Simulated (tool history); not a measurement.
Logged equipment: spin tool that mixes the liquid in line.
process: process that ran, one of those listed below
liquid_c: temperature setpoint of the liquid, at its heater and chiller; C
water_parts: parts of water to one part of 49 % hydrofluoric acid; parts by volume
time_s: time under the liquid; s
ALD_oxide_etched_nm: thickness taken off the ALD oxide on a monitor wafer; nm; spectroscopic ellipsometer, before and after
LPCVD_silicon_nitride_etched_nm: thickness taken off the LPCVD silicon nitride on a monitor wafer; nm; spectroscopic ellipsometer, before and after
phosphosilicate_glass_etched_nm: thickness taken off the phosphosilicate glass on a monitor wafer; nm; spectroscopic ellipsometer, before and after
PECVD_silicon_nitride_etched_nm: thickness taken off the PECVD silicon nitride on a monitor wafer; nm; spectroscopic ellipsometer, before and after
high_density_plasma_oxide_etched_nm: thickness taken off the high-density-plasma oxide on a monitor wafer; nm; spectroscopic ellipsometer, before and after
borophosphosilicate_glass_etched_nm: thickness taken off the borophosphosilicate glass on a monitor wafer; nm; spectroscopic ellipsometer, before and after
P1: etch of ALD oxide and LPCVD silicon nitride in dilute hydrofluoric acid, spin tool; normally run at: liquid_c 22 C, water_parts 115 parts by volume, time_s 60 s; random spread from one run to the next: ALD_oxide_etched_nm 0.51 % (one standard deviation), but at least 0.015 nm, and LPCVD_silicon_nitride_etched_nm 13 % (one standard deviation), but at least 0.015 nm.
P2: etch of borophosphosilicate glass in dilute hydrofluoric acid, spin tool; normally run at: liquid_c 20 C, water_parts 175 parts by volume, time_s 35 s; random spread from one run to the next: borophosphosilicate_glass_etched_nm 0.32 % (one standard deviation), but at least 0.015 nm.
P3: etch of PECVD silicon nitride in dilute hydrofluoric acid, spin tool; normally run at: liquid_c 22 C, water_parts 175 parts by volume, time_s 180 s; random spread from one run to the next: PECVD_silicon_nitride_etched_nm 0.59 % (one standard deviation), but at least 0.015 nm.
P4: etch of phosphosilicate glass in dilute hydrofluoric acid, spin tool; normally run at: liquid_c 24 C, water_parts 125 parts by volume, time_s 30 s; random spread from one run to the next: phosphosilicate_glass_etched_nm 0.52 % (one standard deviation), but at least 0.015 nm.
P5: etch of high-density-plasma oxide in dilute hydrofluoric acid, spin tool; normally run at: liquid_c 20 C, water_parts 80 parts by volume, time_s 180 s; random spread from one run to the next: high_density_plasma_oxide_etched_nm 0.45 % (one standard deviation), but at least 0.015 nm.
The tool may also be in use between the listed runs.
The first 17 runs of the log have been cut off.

run	day	process	liquid_c	water_parts	time_s	hours since the thermometer was replaced	hours since the hydrofluoric acid flow meter was replaced	ALD_oxide_etched_nm	LPCVD_silicon_nitride_etched_nm	phosphosilicate_glass_etched_nm	PECVD_silicon_nitride_etched_nm	high_density_plasma_oxide_etched_nm	borophosphosilicate_glass_etched_nm
18	10	P1	27.5	115	110	729.5	659.8	31.507	0.56975				
19	10.621	P2	17	175	35	744.4	674.7						8.2494
20	10.979	P1	22	115	60	753	683.3	14	0.23829				
21	11.417	P1	22	115	60	763.5	693.8	13.78	0.2172				
22	12.075	P5	20	80	310	779.3	709.6					19.83	
23	12.825	P5	20	35	180	797.3	727.6					27.82	
24	13.408	P3	22	175	15	811.3	741.6				0.4379		
25	14.012	P1	22	170	60	825.8	756.1	8.8327	0.19838				
26	14.742	P2	20	255	35	843.3	773.6						5.9148
27	15.071	P1	22	115	15	851.2	781.5	3.4821	0.071032				
# day 15.246: hydrofluoric acid flow meter replaced
28	15.629	P3	27	175	180	864.6	9.3				6.8118		
29	16.292	P1	29.5	115	60	880.5	25.2	18.54	0.30622				
30	17.046	P4	24	210	30	898.6	43.3			9.0207			
31	17.479	P1	22	115	60	909	53.7	13.952	0.24407				
32	18.192	P1	22	115	60	926.1	70.8	14.362	0.23023				
33	18.7	P1	22	115	60	938.3	83	14.415	0.29314				
34	19.438	P1	22	115	60	956	100.7	14.547	0.16047				
35	19.904	P1	22	115	60	967.2	111.9	14.641	0.2112				
36	20.412	P1	22	115	60	979.4	124.1	14.661	0.17467				
37	21.133	P1	22	115	60	996.7	141.4	14.652	0.227				
38	21.733	P1	22	115	60	1011.1	155.8	14.7	0.19212				
39	22.075	P1	22	115	60	1019.3	164	14.669	0.22902				

What will run 40 give?
40	22.496	P1	22	115	60	1029.4	174.1	?	?				

{"run 40": {"ALD_oxide_etched_nm": 14.657, "LPCVD_silicon_nitride_etched_nm": 0.25119}}

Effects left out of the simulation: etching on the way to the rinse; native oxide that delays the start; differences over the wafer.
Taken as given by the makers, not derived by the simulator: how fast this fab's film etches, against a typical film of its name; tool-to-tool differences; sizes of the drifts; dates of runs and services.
